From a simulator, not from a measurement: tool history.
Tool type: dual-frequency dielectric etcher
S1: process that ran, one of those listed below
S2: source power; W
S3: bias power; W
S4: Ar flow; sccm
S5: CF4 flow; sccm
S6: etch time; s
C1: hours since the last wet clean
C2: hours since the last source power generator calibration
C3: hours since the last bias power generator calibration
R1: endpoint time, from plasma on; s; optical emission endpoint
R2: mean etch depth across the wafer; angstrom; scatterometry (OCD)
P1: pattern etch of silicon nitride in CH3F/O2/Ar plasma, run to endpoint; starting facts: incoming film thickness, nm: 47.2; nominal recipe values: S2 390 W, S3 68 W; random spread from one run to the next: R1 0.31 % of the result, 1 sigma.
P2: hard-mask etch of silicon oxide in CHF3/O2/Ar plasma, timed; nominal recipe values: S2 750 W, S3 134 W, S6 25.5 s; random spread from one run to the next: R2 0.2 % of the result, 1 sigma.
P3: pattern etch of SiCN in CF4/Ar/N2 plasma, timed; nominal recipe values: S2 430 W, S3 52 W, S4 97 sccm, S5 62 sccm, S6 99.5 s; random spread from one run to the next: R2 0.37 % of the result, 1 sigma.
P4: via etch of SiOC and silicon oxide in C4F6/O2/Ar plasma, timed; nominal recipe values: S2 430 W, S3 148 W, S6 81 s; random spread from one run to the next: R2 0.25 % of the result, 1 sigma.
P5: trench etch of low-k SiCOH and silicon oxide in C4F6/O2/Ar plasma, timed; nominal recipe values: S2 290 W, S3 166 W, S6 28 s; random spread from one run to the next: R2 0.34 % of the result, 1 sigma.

run	hour	S1	S2	S3	S4	S5	S6	C1	C2	C3	R1	R2
1	3.2	P1	390	68				47.5	1660.2	311.8	72.405	
2	6	P3	430	52	97	62	128.5	50.3	1663	314.6		948.37
3	10	P5	290	206			28	54.3	1667	318.6		804.94
4	14.4	P5	290	166			28	58.7	1671.4	323		749.49
5	17.5	P4	430	148			81	61.8	1674.5	326.1		893.59
6	23.1	P4	430	209			81	67.4	1680.1	331.7		991.81
7	28	P1	390	68				72.3	1685	336.6	72.264	
8	33	P1	390	68				77.3	1690	341.6	72.412	
9	38.4	P3	430	52	97	62	99.5	82.7	1695.4	347		732.68
10	41.7	P1	390	68				86	1698.7	350.3	72.199	
11	47	P3	430	52	97	62	99.5	91.3	1704	355.6		730.41
12	50.3	P3	300	52	97	62	99.5	94.6	1707.3	358.9		532.93
13	53	P1	500	68				97.3	1710	361.6	66.052	
14	56	P3	430	63	97	62	99.5	100.3	1713	364.6		788.06
15	60.3	P1	390	92				104.6	1717.3	368.9	65.508	
16	64.7	P2	750	134			25.5	109	1721.7	373.3		509.04
17	68.5	P1	390	68				112.8	1725.5	377.1	72.616	
18	72.4	P1	270	94				116.7	1729.4	381	74.16	
19	76.3	P4	300	148			81	120.6	1733.3	384.9		776.54
20	80	P1	390	44				124.3	1737	388.6	83.509	
21	83	P4	430	148			60	127.3	1740	391.6		661.59
22	86.1	P5	290	166			40	130.4	1743.1	394.7		1079
23	89.5	P5	390	166			28	133.8	1746.5	398.1		848.28
24	94.7	P1	390	68				139	1751.7	403.3	72.259	
25	98.5	P3	430	52	97	42	99.5	142.8	1755.5	407.1		689.72
26	104.3	P1	390	68				148.6	1761.3	412.9	72.426	
27	109.7	P3	430	52	135	62	99.5	154	1766.7	418.3		690.71
28	114.9	P5	290	166			28	159.2	1771.9	423.5		755.78
29	120.6	P2	750	134			15.5	164.9	1777.6	429.2		309.46
30	124.7	P1	270	68				169	1781.7	433.3	83.399	
31	128.9	P2	970	134			25.5	173.2	1785.9	437.5		565.23
32	133.2	P2	750	98			25.5	177.5	1790.2	441.8		465.24
33	136.6	P1	390	68				180.9	1793.6	445.2	72.298	
34	141.2	P1	390	68				185.5	1798.2	449.8	72.09	
35	144.6	P1	390	68				188.9	1801.6	453.2	71.516	
36	148.6	P1	390	68				192.9	1805.6	457.2	71.232	
37	152.3	P1	390	68				196.6	1809.3	460.9	71.308	
38	157.7	P1	390	68				202	1814.7	466.3	71.345	
39	162.8	P1	390	68				207.1	1819.8	471.4	71.153	
40	168.6	P1	390	68				212.9	1825.6	477.2	71.236	
# hour 168.8: wet clean of the chamber
41	172.1	P1	390	68				3.4	1829.1	480.7	71.376	
42	177.5	P1	390	68				8.8	1834.5	486.1	71.598	
43	180.9	P1	390	68				12.2	1837.9	489.5	71.55	

Compared with where it was, what P1 gives has crept away. Each cause listed below fits the log as well as the rest, at the size given for it:
A: bias power that arrives over what is set, % = 4.84
B: source power that arrives over what is set, % = 4.32
At approximately hour 136.6, the process output began to creep.
The rest of the possible causes, and what rules out each one:
chamber walls in a state that raises the etch rate, %: its service at hour 168.8 followed the start of the drift and did not put the process back to its old value

You are offered 4 check runs, listed below with question marks in place of their results; each one averages 2 wafers. Which run separates the listed causes by giving clearly different results for each?
check 1	184.3	P3	430	52	97	62	99.5					?
check 2	184.3	P2	750	134			25.5					?
check 3	184.3	P4	430	148			81					?
check 4	184.3	P5	290	166			28					?

Check results expected under each cause:
check	result	if A	if B
check 1	R2	745.57	762
check 2	R2	516.67	517.63
check 3	R2	906.34	908.19
check 4	R2	763.91	764.93
Gap, in per cent, between the two causes that each check separates least, read from the result that separates them most: check 1 2.18 %; check 2 0.18 %; check 3 0.2 %; check 4 0.13 %
Check 1 distinguishes between the causes, while the remaining checks would return nearly the same result for all of them.

With check 1 done, the readings were: R2 761.3 angstrom. Identify which of the listed causes applies.

B is the cause: source power that arrives over what is set, %.
